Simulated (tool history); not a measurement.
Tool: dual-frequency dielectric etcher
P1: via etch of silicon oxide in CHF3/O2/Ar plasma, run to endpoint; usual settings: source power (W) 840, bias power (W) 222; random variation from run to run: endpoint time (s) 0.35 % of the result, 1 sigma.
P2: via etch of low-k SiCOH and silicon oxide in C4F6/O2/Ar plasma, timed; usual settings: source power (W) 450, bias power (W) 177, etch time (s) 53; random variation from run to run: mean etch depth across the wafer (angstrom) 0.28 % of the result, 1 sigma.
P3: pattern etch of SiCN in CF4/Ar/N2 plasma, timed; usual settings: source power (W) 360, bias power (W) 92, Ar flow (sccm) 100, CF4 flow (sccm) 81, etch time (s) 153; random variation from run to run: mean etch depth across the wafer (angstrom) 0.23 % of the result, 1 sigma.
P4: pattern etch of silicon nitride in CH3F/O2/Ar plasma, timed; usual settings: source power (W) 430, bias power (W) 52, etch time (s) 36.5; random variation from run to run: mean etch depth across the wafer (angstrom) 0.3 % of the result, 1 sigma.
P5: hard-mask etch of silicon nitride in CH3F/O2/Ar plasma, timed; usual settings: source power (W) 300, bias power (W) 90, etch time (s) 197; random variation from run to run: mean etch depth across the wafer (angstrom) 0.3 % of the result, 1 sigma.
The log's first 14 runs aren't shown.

run     day  process that ran  source power (W)  bias power (W)  etch time (s)  Ar flow (sccm)  CF4 flow (sccm)  endpoint time (s)  mean etch depth across the wafer (angstrom)
 15   5.604                P2               450             107             53                                                                                             1196
 16   5.925                P3               360              92          112.5             100               81                                                           870.7
 17   6.379                P5               420              90            197                                                                                           1506.4
 18   6.754                P3               360              92            153             100              106                                                          1227.2
 19   7.129                P1              1020             267                                                             245.58
 20   7.442                P3               360              92            153             129               81                                                          1152.3
 21   7.721                P3               360             128            153             100               81                                                          1340.5
 22   8.192                P1               840             222                                                             282.09
 23    8.65                P4               250              52           36.5                                                                                           189.15
 24   9.054                P1               560             309                                                             289.99
 25   9.529                P3               360              92            153             100               81                                                          1193.5
 26   9.875                P1               840             222                                                             281.74
 27  10.154                P1               840             222                                                             281.56
     10.633  -- wet clean of the chamber
 28  10.638                P1              1160             222                                                             248.59
 29  11.121                P4               430              52           36.5                                                                                           233.94
 30  11.638                P1               840             222                                                             279.56
 31  12.104                P2               450             177             53                                                                                           1387.6
 32  12.421                P1               640             222                                                             313.33
 33  12.658                P5               300             107            197                                                                                           1429.9
 34  13.112                P1               840             222                                                             280.98
 35  13.621                P1               840             222                                                             284.54
 36  14.067                P1               840             222                                                             285.24
 37  14.596                P1               840             222                                                             286.31
     14.829  -- wet clean of the chamber
 38  14.842                P1               840             222                                                             286.65

Forecast run 39:
 39  15.158                P1               840             222                                                                  ?

{"run 39": {"endpoint time (s)": 287.28}}
